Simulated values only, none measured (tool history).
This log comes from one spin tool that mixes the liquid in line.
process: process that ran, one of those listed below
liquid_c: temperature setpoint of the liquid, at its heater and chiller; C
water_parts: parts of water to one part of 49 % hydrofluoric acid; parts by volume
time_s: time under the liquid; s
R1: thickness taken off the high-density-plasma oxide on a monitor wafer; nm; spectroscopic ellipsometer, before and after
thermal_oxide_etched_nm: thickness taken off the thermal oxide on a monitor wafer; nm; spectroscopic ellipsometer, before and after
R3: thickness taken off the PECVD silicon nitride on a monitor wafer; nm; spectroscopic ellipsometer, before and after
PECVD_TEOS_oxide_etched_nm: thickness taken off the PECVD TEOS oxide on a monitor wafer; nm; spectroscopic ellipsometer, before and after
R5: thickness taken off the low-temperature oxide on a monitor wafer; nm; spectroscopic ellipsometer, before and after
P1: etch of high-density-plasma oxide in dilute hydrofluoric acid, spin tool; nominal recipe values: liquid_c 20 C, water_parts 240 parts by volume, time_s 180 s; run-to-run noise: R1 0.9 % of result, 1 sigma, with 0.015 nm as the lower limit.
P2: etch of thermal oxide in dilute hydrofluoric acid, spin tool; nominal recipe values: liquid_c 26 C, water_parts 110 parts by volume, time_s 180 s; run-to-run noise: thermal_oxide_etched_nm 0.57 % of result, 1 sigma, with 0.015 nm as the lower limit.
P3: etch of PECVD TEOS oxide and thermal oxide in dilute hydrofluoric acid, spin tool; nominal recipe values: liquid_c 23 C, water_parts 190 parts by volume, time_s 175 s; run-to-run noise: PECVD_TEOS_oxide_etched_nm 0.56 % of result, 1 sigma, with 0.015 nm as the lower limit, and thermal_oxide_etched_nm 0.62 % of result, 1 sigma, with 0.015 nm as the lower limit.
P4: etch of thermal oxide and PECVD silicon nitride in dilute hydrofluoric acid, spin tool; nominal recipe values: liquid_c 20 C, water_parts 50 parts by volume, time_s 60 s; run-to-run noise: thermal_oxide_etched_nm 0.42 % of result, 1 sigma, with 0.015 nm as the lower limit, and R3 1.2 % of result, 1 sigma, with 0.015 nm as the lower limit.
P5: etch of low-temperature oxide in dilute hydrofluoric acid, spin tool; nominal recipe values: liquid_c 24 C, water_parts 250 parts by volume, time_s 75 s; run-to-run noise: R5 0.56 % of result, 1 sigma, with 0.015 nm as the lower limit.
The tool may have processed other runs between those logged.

Run 1, day 0.133: process P1, liquid_c 20 C, water_parts 240 parts by volume, time_s 180 s. Result: R1 2.8583 nm.
Run 2, day 0.354: process P4, liquid_c 17 C, water_parts 50 parts by volume, time_s 60 s. Result: thermal_oxide_etched_nm 4.354 nm, R3 1.7072 nm.
Run 3, day 0.558: process P3, liquid_c 23 C, water_parts 190 parts by volume, time_s 175 s. Result: thermal_oxide_etched_nm 4.2162 nm, PECVD_TEOS_oxide_etched_nm 6.7133 nm.
Run 4, day 0.771: process P1, liquid_c 20 C, water_parts 240 parts by volume, time_s 180 s. Result: R1 2.8124 nm.
Run 5, day 1.021: process P2, liquid_c 30 C, water_parts 110 parts by volume, time_s 180 s. Result: thermal_oxide_etched_nm 9.5168 nm.
Run 6, day 1.192: process P1, liquid_c 23.5 C, water_parts 320 parts by volume, time_s 180 s. Result: R1 2.292 nm.
Run 7, day 1.421: process P3, liquid_c 23 C, water_parts 190 parts by volume, time_s 40 s. Result: thermal_oxide_etched_nm 0.97407 nm, PECVD_TEOS_oxide_etched_nm 1.5328 nm.
Run 8, day 1.612: process P1, liquid_c 20 C, water_parts 240 parts by volume, time_s 180 s. Result: R1 2.8758 nm.
Run 9, day 1.779: process P1, liquid_c 20 C, water_parts 240 parts by volume, time_s 180 s. Result: R1 2.8371 nm.
Run 10, day 1.912: process P4, liquid_c 20 C, water_parts 50 parts by volume, time_s 60 s. Result: thermal_oxide_etched_nm 4.8974 nm, R3 2.0983 nm.
Run 11, day 2.075: process P1, liquid_c 20 C, water_parts 365 parts by volume, time_s 180 s. Result: R1 1.7109 nm.
Run 12, day 2.2: process P2, liquid_c 26 C, water_parts 110 parts by volume, time_s 180 s. Result: thermal_oxide_etched_nm 8.1699 nm.
At day 2.275: thermometer replaced.
Run 13, day 2.321: process P1, liquid_c 28.5 C, water_parts 240 parts by volume, time_s 180 s. Result: R1 3.8224 nm.
Run 14, day 2.562: process P3, liquid_c 28.5 C, water_parts 190 parts by volume, time_s 175 s. Result: thermal_oxide_etched_nm 5.1811 nm, PECVD_TEOS_oxide_etched_nm 8.2631 nm.
Run 15, day 2.683: process P4, liquid_c 20 C, water_parts 50 parts by volume, time_s 60 s. Result: thermal_oxide_etched_nm 4.9085 nm, R3 2.0728 nm.
Run 16, day 2.846: process P1, liquid_c 20 C, water_parts 115 parts by volume, time_s 180 s. Result: R1 6.6809 nm.
Run 17, day 3.05: process P2, liquid_c 26 C, water_parts 30 parts by volume, time_s 180 s. Result: thermal_oxide_etched_nm 33.791 nm.
Run 18, day 3.271: process P4, liquid_c 20 C, water_parts 85 parts by volume, time_s 60 s. Result: thermal_oxide_etched_nm 2.7234 nm, R3 1.2186 nm.
Run 19, day 3.421: process P5, liquid_c 30 C, water_parts 250 parts by volume, time_s 75 s. Result: R5 5.5428 nm.
Run 20, day 3.558: process P5, liquid_c 24 C, water_parts 105 parts by volume, time_s 75 s. Result: R5 12.581 nm.
Run 21, day 3.704: process P2, liquid_c 26 C, water_parts 110 parts by volume, time_s 270 s. Result: thermal_oxide_etched_nm 12.306 nm.
Run 22, day 3.846: process P5, liquid_c 24 C, water_parts 250 parts by volume, time_s 30 s. Result: R5 1.8075 nm.
Run 23, day 4: process P3, liquid_c 23 C, water_parts 190 parts by volume, time_s 175 s. Result: thermal_oxide_etched_nm 4.1987 nm, PECVD_TEOS_oxide_etched_nm 6.7635 nm.
Run 24, day 4.171: process P5, liquid_c 24 C, water_parts 250 parts by volume, time_s 75 s. Result: R5 4.4648 nm.
Run 25, day 4.362: process P1, liquid_c 20 C, water_parts 240 parts by volume, time_s 355 s. Result: R1 5.6333 nm.
Run 26, day 4.554: process P5, liquid_c 24 C, water_parts 250 parts by volume, time_s 75 s. Result: R5 4.45 nm.
Run 27, day 4.812: process P1, liquid_c 20 C, water_parts 130 parts by volume, time_s 95 s. Result: R1 3.036 nm.
Run 28, day 5.004: process P1, liquid_c 20 C, water_parts 240 parts by volume, time_s 60 s. Result: R1 0.94818 nm.
Run 29, day 5.246: process P4, liquid_c 20 C, water_parts 50 parts by volume, time_s 100 s. Result: thermal_oxide_etched_nm 8.19 nm, R3 3.465 nm.
Run 30, day 5.412: process P3, liquid_c 23 C, water_parts 305 parts by volume, time_s 175 s. Result: thermal_oxide_etched_nm 2.3441 nm, PECVD_TEOS_oxide_etched_nm 3.7344 nm.
Run 31, day 5.658: process P1, liquid_c 17 C, water_parts 240 parts by volume, time_s 180 s. Result: R1 2.5351 nm.
Run 32, day 5.796: process P1, liquid_c 20 C, water_parts 240 parts by volume, time_s 180 s. Result: R1 2.8298 nm.
Run 33, day 5.971: process P1, liquid_c 20 C, water_parts 240 parts by volume, time_s 180 s. Result: R1 2.7519 nm.
Run 34, day 6.104: process P1, liquid_c 20 C, water_parts 240 parts by volume, time_s 180 s. Result: R1 2.7084 nm.
Run 35, day 6.275: process P1, liquid_c 20 C, water_parts 240 parts by volume, time_s 180 s. Result: R1 2.6427 nm.
Run 36, day 6.529: process P1, liquid_c 20 C, water_parts 240 parts by volume, time_s 180 s. Result: R1 2.6235 nm.
Run 37, day 6.692: process P1, liquid_c 20 C, water_parts 240 parts by volume, time_s 180 s. Result: R1 2.6379 nm.
Run 38, day 6.829: process P1, liquid_c 20 C, water_parts 240 parts by volume, time_s 180 s. Result: R1 2.6603 nm.
Run 39, day 7.054: process P1, liquid_c 20 C, water_parts 240 parts by volume, time_s 180 s. Result: R1 2.619 nm.
Run 40, day 7.217: process P1, liquid_c 20 C, water_parts 240 parts by volume, time_s 180 s. Result: R1 2.6342 nm.
Run 41, day 7.421: process P1, liquid_c 20 C, water_parts 240 parts by volume, time_s 180 s. Result: R1 2.5815 nm.

Compared with where it was, what P1 gives has crept away. Each cause listed below fits the log as well as the rest, at the size given for it:
A: liquid colder than its thermometer reads (K) = 2.22
B: hydrofluoric acid flow below the setpoint (%) = 6.65
Onset of the creep was near day 5.796.

Below are 4 check runs, each averaged over 2 wafers, with their results shown as question marks. Which of them would give clearly different results depending on which cause is behind the drift?
Run check 1, day 7.625: process P3, liquid_c 23 C, water_parts 190 parts by volume, time_s 175 s. Result: thermal_oxide_etched_nm ?, PECVD_TEOS_oxide_etched_nm ?.
Run check 2, day 7.625: process P5, liquid_c 24 C, water_parts 250 parts by volume, time_s 75 s. Result: R5 ?.
Run check 3, day 7.625: process P2, liquid_c 26 C, water_parts 110 parts by volume, time_s 180 s. Result: thermal_oxide_etched_nm ?.
Run check 4, day 7.625: process P4, liquid_c 20 C, water_parts 50 parts by volume, time_s 60 s. Result: thermal_oxide_etched_nm ?, R3 ?.

Outcome of each check run for each possible cause:
  check                      result    if A    if B
check 1     thermal_oxide_etched_nm   3.872  3.8774
check 1  PECVD_TEOS_oxide_etched_nm  6.1853  6.1938
check 2                          R5  4.1372  4.1112
check 3     thermal_oxide_etched_nm  7.5092  7.5685
check 4     thermal_oxide_etched_nm  4.4509  4.5502
check 4                          R3  1.7849  1.9503
Per-check spread between the two closest causes, in the result where they differ most: check 1 0.14 %; check 2 0.63 %; check 3 0.79 %; check 4 8.86 %
Check 4 distinguishes between the causes, while the remaining checks would return nearly the same result for all of them.

Check 4 was then run and gave: thermal_oxide_etched_nm 4.4672 nm; R3 1.7852 nm. Which cause is it?

The correct cause is A, namely: liquid colder than its thermometer reads (K).
